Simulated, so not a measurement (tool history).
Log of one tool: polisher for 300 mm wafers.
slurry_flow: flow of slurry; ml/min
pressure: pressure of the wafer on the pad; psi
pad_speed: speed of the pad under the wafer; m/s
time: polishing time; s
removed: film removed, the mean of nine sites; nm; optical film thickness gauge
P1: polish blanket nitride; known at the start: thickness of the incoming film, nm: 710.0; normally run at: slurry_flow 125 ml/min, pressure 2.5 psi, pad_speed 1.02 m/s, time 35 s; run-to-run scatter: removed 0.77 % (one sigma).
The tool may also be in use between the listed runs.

run 1 hour=7.2 | slurry_flow=125 pressure=2.5 pad_speed=1.02 time=35 | removed=40.383
run 2 hour=15.3 | slurry_flow=125 pressure=2.5 pad_speed=1.02 time=35 | removed=40.982
run 3 hour=23.8 | slurry_flow=165 pressure=2.5 pad_speed=1.02 time=35 | removed=42.925
run 4 hour=30.9 | slurry_flow=125 pressure=2.5 pad_speed=1.02 time=49 | removed=57.745
run 5 hour=41.7 | slurry_flow=125 pressure=2.5 pad_speed=1.02 time=35 | removed=40.621
run 6 hour=48.9 | slurry_flow=75 pressure=2.5 pad_speed=1.02 time=49 | removed=50.175
run 7 hour=54.6 | slurry_flow=125 pressure=2.5 pad_speed=1.62 time=35 | removed=58.479
run 8 hour=64.7 | slurry_flow=125 pressure=2.5 pad_speed=0.64 time=35 | removed=27.688
run 9 hour=73.7 | slurry_flow=125 pressure=4.0 pad_speed=1.02 time=35 | removed=64.468
run 10 hour=79.1 | slurry_flow=75 pressure=2.5 pad_speed=1.02 time=35 | removed=35.439
run 11 hour=88.4 | slurry_flow=125 pressure=2.5 pad_speed=1.02 time=19 | removed=21.908
run 12 hour=95.7 | slurry_flow=125 pressure=2.5 pad_speed=1.02 time=35 | removed=40.921
run 13 hour=105.8 | slurry_flow=125 pressure=1.1 pad_speed=1.02 time=35 | removed=17.858
run 14 hour=112.7 | slurry_flow=125 pressure=2.5 pad_speed=1.02 time=35 | removed=40.264
run 15 hour=118.3 | slurry_flow=125 pressure=2.5 pad_speed=1.02 time=35 | removed=39.548
run 16 hour=125.8 | slurry_flow=125 pressure=2.5 pad_speed=1.02 time=35 | removed=38.888
run 17 hour=134.4 | slurry_flow=125 pressure=2.5 pad_speed=1.02 time=35 | removed=38.451
run 18 hour=143.7 | slurry_flow=125 pressure=2.5 pad_speed=1.02 time=35 | removed=37.772

Run 19 comes next. What will it give?
run 19 hour=153.0 | slurry_flow=125 pressure=2.5 pad_speed=1.02 time=35 | removed=?

{"run 19": {"removed": 37.451}}
